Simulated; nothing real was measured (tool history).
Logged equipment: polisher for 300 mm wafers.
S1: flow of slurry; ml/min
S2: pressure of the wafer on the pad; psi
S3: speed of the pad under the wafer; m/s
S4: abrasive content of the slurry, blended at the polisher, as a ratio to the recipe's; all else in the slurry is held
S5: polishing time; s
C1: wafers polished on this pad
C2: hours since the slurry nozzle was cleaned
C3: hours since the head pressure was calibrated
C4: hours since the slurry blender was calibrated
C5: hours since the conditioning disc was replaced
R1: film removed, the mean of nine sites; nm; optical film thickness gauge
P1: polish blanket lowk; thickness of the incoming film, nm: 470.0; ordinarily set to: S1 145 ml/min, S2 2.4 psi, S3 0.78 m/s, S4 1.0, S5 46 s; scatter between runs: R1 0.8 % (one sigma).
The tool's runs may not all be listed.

{"run": 1, "hour": 8.8, "S1": 145, "S2": 2.4, "S3": 0.78, "S4": 1.0, "S5": 46, "C1": 754, "C2": 124.4, "C3": 119.6, "C4": 119.3, "C5": 242.8, "R1": 16.125}
{"run": 2, "hour": 15.1, "S1": 145, "S2": 3.6, "S3": 0.78, "S4": 1.0, "S5": 46, "C1": 846, "C2": 130.7, "C3": 125.9, "C4": 125.6, "C5": 249.1, "R1": 24.256}
{"run": 3, "hour": 24.3, "S1": 145, "S2": 2.4, "S3": 0.78, "S4": 1.0, "S5": 68, "C1": 979, "C2": 139.9, "C3": 135.1, "C4": 134.8, "C5": 258.3, "R1": 23.745}
{"run": 4, "hour": 29.2, "S1": 145, "S2": 2.4, "S3": 0.78, "S4": 1.0, "S5": 46, "C1": 1050, "C2": 144.8, "C3": 140.0, "C4": 139.7, "C5": 263.2, "R1": 16.201}
{"run": 5, "hour": 38.8, "S1": 145, "S2": 2.4, "S3": 0.78, "S4": 0.7, "S5": 46, "C1": 1190, "C2": 154.4, "C3": 149.6, "C4": 149.3, "C5": 272.8, "R1": 13.499}
{"run": 6, "hour": 45.2, "S1": 230, "S2": 2.4, "S3": 0.78, "S4": 1.0, "S5": 46, "C1": 1282, "C2": 160.8, "C3": 156.0, "C4": 155.7, "C5": 279.2, "R1": 17.23}
{"run": 7, "hour": 53.3, "S1": 145, "S2": 2.4, "S3": 0.78, "S4": 1.0, "S5": 29, "C1": 1400, "C2": 168.9, "C3": 164.1, "C4": 163.8, "C5": 287.3, "R1": 10.11}
{"run": 8, "hour": 60.9, "S1": 145, "S2": 2.4, "S3": 0.78, "S4": 1.5, "S5": 46, "C1": 1510, "C2": 176.5, "C3": 171.7, "C4": 171.4, "C5": 294.9, "R1": 18.999}
{"hour": 63.6, "done": "conditioning disc replaced and pad reconditioned"}
{"run": 9, "hour": 72.2, "S1": 145, "S2": 2.4, "S3": 0.78, "S4": 1.0, "S5": 46, "C1": 1674, "C2": 187.8, "C3": 183.0, "C4": 182.7, "C5": 8.6, "R1": 16.227}
{"run": 10, "hour": 77.5, "S1": 145, "S2": 2.4, "S3": 0.36, "S4": 1.0, "S5": 46, "C1": 1751, "C2": 193.1, "C3": 188.3, "C4": 188.0, "C5": 13.9, "R1": 8.6929}
{"run": 11, "hour": 86.8, "S1": 145, "S2": 2.4, "S3": 0.78, "S4": 1.0, "S5": 46, "C1": 1886, "C2": 202.4, "C3": 197.6, "C4": 197.3, "C5": 23.2, "R1": 15.964}
{"run": 12, "hour": 92.2, "S1": 145, "S2": 1.4, "S3": 0.78, "S4": 1.3, "S5": 46, "C1": 1965, "C2": 207.8, "C3": 203.0, "C4": 202.7, "C5": 28.6, "R1": 10.674}
{"hour": 100.3, "done": "head pressure recalibrated"}
{"run": 13, "hour": 102.3, "S1": 145, "S2": 2.4, "S3": 0.78, "S4": 1.0, "S5": 46, "C1": 2111, "C2": 217.9, "C3": 2.1, "C4": 212.8, "C5": 38.7, "R1": 16.452}
{"run": 14, "hour": 109.4, "S1": 145, "S2": 2.4, "S3": 1.0, "S4": 1.0, "S5": 46, "C1": 2214, "C2": 225.0, "C3": 9.2, "C4": 219.9, "C5": 45.8, "R1": 19.663}
{"run": 15, "hour": 118.7, "S1": 145, "S2": 1.1, "S3": 0.78, "S4": 1.0, "S5": 46, "C1": 2349, "C2": 234.3, "C3": 18.5, "C4": 229.2, "C5": 55.1, "R1": 7.4335}
{"run": 16, "hour": 124.2, "S1": 85, "S2": 2.4, "S3": 0.78, "S4": 1.0, "S5": 46, "C1": 2429, "C2": 239.8, "C3": 24.0, "C4": 234.7, "C5": 60.6, "R1": 14.459}
{"run": 17, "hour": 129.5, "S1": 145, "S2": 2.4, "S3": 0.78, "S4": 1.0, "S5": 46, "C1": 2506, "C2": 245.1, "C3": 29.3, "C4": 240.0, "C5": 65.9, "R1": 16.202}
{"run": 18, "hour": 137.1, "S1": 145, "S2": 2.4, "S3": 0.78, "S4": 1.0, "S5": 46, "C1": 2616, "C2": 252.7, "C3": 36.9, "C4": 247.6, "C5": 73.5, "R1": 15.268}
{"run": 19, "hour": 148.0, "S1": 145, "S2": 2.4, "S3": 0.78, "S4": 1.0, "S5": 46, "C1": 2775, "C2": 263.6, "C3": 47.8, "C4": 258.5, "C5": 84.4, "R1": 14.612}
{"hour": 151.2, "done": "head pressure recalibrated"}
{"run": 20, "hour": 155.5, "S1": 145, "S2": 2.4, "S3": 0.78, "S4": 1.0, "S5": 46, "C1": 2884, "C2": 271.1, "C3": 4.3, "C4": 266.0, "C5": 91.9, "R1": 14.388}
{"run": 21, "hour": 166.1, "S1": 145, "S2": 2.4, "S3": 0.78, "S4": 1.0, "S5": 46, "C1": 3037, "C2": 281.7, "C3": 14.9, "C4": 276.6, "C5": 102.5, "R1": 14.181}
{"hour": 166.3, "done": "slurry nozzle cleaned"}
{"hour": 169.5, "done": "conditioning disc replaced and pad reconditioned"}
{"run": 22, "hour": 175.7, "S1": 145, "S2": 2.4, "S3": 0.78, "S4": 1.0, "S5": 46, "C1": 3177, "C2": 9.4, "C3": 24.5, "C4": 286.2, "C5": 6.3, "R1": 14.175}
{"run": 23, "hour": 181.3, "S1": 145, "S2": 2.4, "S3": 0.78, "S4": 1.0, "S5": 46, "C1": 3258, "C2": 15.0, "C3": 30.1, "C4": 291.8, "C5": 11.9, "R1": 14.068}
{"run": 24, "hour": 188.6, "S1": 145, "S2": 2.4, "S3": 0.78, "S4": 1.0, "S5": 46, "C1": 3364, "C2": 22.3, "C3": 37.4, "C4": 299.1, "C5": 19.2, "R1": 13.95}

P1 no longer gives what it gave before; its output has crept away from where it was. The following 2 causes, each at its listed size, fit the log equally well:
A: removal rate lost through wear of the pad, % = 13.6
B: abrasive missing from the slurry, % = 25.7
The process output started creeping at around hour 129.5.
Excluded causes, each with its reason:
slurry flow missing at the pad, %: serviced at hour 166.3, after the change had begun; the process did not return to its earlier output
head's pressure below its setpoint, %: serviced at hour 151.2, after the change had begun; the process did not return to its earlier output
time polished since the conditioner stopped cutting, s: serviced at hour 169.5, after the change had begun; the process did not return to its earlier output

The list below offers 4 check runs, each averaging the results of 5 wafers, and shows each result as a question mark. For which of them would the listed causes give clearly different results?
{"run": "check 1", "hour": 195.9, "S1": 90, "S2": 2.4, "S3": 0.36, "S4": 1.0, "S5": 46, "R1": "?"}
{"run": "check 2", "hour": 195.9, "S1": 225, "S2": 2.4, "S3": 0.78, "S4": 1.0, "S5": 46, "R1": "?"}
{"run": "check 3", "hour": 195.9, "S1": 145, "S2": 1.5, "S3": 0.78, "S4": 0.7, "S5": 46, "R1": "?"}
{"run": "check 4", "hour": 195.9, "S1": 215, "S2": 2.4, "S3": 0.78, "S4": 1.0, "S5": 46, "R1": "?"}

How each check would come out, cause by cause:
check=check_1 result=R1 if_A=6.7628 if_B=6.7638
check=check_2 result=R1 if_A=14.8800 if_B=14.8820
check=check_3 result=R1 if_A=7.3006 if_B=7.1127
check=check_4 result=R1 if_A=14.7980 if_B=14.8010
Gap, in per cent, between the two causes that each check separates least, read from the result that separates them most: check 1 0.02 %; check 2 0.02 %; check 3 2.61 %; check 4 0.02 %
Only check 3 tells the causes apart: in the others they would give nearly the same result.

Then check 3 was run and gave: R1 7.1288 nm. Which cause is it?

B is the cause: abrasive missing from the slurry, %.

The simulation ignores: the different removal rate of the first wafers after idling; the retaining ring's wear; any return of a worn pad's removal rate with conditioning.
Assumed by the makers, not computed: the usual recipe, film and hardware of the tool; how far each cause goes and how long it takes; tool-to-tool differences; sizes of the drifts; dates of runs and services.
